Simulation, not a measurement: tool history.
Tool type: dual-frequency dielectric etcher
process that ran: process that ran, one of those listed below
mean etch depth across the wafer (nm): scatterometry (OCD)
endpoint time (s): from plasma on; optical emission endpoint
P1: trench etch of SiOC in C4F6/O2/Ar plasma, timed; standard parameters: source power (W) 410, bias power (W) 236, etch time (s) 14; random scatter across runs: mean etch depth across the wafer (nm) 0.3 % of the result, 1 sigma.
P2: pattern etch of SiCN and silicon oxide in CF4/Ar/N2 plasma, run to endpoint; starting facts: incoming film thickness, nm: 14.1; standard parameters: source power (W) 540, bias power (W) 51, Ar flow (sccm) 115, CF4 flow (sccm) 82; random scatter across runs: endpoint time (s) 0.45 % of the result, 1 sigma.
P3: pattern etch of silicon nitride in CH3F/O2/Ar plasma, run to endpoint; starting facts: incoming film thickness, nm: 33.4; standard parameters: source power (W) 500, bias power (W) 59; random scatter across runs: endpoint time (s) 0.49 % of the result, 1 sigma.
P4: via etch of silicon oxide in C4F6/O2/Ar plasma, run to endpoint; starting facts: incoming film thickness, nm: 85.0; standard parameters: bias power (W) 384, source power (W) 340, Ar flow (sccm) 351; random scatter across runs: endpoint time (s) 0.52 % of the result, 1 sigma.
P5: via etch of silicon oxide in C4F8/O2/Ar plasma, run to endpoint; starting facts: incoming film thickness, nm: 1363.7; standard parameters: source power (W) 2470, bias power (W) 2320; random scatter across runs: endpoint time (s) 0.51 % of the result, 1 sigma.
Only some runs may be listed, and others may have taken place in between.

run,hour,process that ran,source power (W),bias power (W),etch time (s),Ar flow (sccm),CF4 flow (sccm),mean etch depth across the wafer (nm),endpoint time (s)
1,17.2,P1,410,236,14,,,32.192,
2,25.8,P1,410,236,19.5,,,45.063,
3,36.1,P5,2470,2320,,,,,235.63
4,47.9,P2,540,31,,115,82,,17.854
5,67,P1,410,236,14,,,32.315,
6,78.7,P4,260,384,,351,,,23.859
7,95.1,P2,540,51,,115,110,,14.69
8,104.5,P3,500,59,,,,,46.636
9,113.5,P1,410,298,14,,,34.877,
10,130.2,P1,510,303,14,,,38.423,
11,144.5,P5,2470,1677,,,,,257.37
12,163.2,P2,540,51,,115,82,,15.58
13,173.9,P1,410,236,9.5,,,21.851,
14,191.2,P3,620,59,,,,,43.64
15,205.7,P3,500,46,,,,,50.498
16,220.7,P1,410,236,14,,,32.314,
17,232.6,P4,340,384,,490,,,22.415
18,248.1,P4,340,384,,351,,,21.75
19,261.1,P1,240,236,14,,,26.497,

Forecast run 20:
20,275.6,P4,340,486,,351,,,?

Run 20 produced endpoint time (s) 19.984.
